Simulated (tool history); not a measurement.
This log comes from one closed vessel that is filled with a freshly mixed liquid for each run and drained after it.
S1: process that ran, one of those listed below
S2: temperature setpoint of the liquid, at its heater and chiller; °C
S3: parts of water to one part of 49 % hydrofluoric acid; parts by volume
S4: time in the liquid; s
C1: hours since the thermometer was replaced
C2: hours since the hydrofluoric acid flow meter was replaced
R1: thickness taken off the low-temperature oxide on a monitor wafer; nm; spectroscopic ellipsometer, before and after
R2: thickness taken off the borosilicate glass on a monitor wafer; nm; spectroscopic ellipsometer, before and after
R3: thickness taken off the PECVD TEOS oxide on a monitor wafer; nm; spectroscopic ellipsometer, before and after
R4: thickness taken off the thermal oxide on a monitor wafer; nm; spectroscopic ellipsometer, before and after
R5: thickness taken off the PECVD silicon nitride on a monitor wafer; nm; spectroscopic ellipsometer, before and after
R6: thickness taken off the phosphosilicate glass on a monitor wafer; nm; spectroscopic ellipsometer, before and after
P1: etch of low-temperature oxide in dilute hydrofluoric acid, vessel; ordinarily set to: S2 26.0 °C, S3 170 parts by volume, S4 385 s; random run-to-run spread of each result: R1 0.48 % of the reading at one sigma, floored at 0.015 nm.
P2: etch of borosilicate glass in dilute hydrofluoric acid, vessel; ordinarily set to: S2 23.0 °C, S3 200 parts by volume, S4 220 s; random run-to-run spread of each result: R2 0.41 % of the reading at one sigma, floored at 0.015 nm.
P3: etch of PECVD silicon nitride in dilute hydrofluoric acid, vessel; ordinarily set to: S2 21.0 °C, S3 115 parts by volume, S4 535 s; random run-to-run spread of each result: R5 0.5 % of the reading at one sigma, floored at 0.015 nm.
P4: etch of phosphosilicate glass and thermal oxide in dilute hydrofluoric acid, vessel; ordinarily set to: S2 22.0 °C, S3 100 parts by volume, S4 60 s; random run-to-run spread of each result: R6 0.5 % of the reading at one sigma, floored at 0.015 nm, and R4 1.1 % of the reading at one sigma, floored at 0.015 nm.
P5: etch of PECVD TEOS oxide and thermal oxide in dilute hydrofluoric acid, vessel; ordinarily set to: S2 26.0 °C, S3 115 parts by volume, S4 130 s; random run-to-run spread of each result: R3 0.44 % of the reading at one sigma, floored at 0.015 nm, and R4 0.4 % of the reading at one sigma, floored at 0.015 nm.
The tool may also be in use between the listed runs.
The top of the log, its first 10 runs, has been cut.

run	hour	S1	S2	S3	S4	C1	C2	R1	R2	R3	R4	R5	R6
11	81.2	P5	18.0	115	130	385.5	837.9			15.443	3.7099		
12	88.0	P3	21.0	115	535	392.3	844.7					12.3650	
13	96.5	P2	30.5	200	220	400.8	853.2		22.6970				
14	104.3	P1	26.0	240	385	408.6	861.0	18.739					
15	113.1	P4	30.0	100	60	417.4	869.8				3.3288		44.864
16	118.9	P1	26.0	170	385	423.2	875.6	28.449					
17	127.7	P1	26.0	170	675	432.0	884.4	50.081					
18	135.5	P2	23.0	200	30	439.8	892.2		2.3769				
19	143.6	P4	22.0	100	60	447.9	900.3				2.4738		33.013
20	148.2	P2	23.0	200	220	452.5	904.9		17.5350				
# hour 152.9: thermometer replaced
21	157.0	P1	30.0	170	385	4.2	913.7	32.610					
22	166.0	P4	22.0	145	60	13.2	922.7				1.6352		21.486
23	170.1	P5	26.0	200	130	17.3	926.8			11.006	2.6617		

Run 24 comes next. What will it give?
24	174.5	P1	21.5	170	385	21.7	931.2	?					

For run 24 the tool returned R1 23.941 nm.
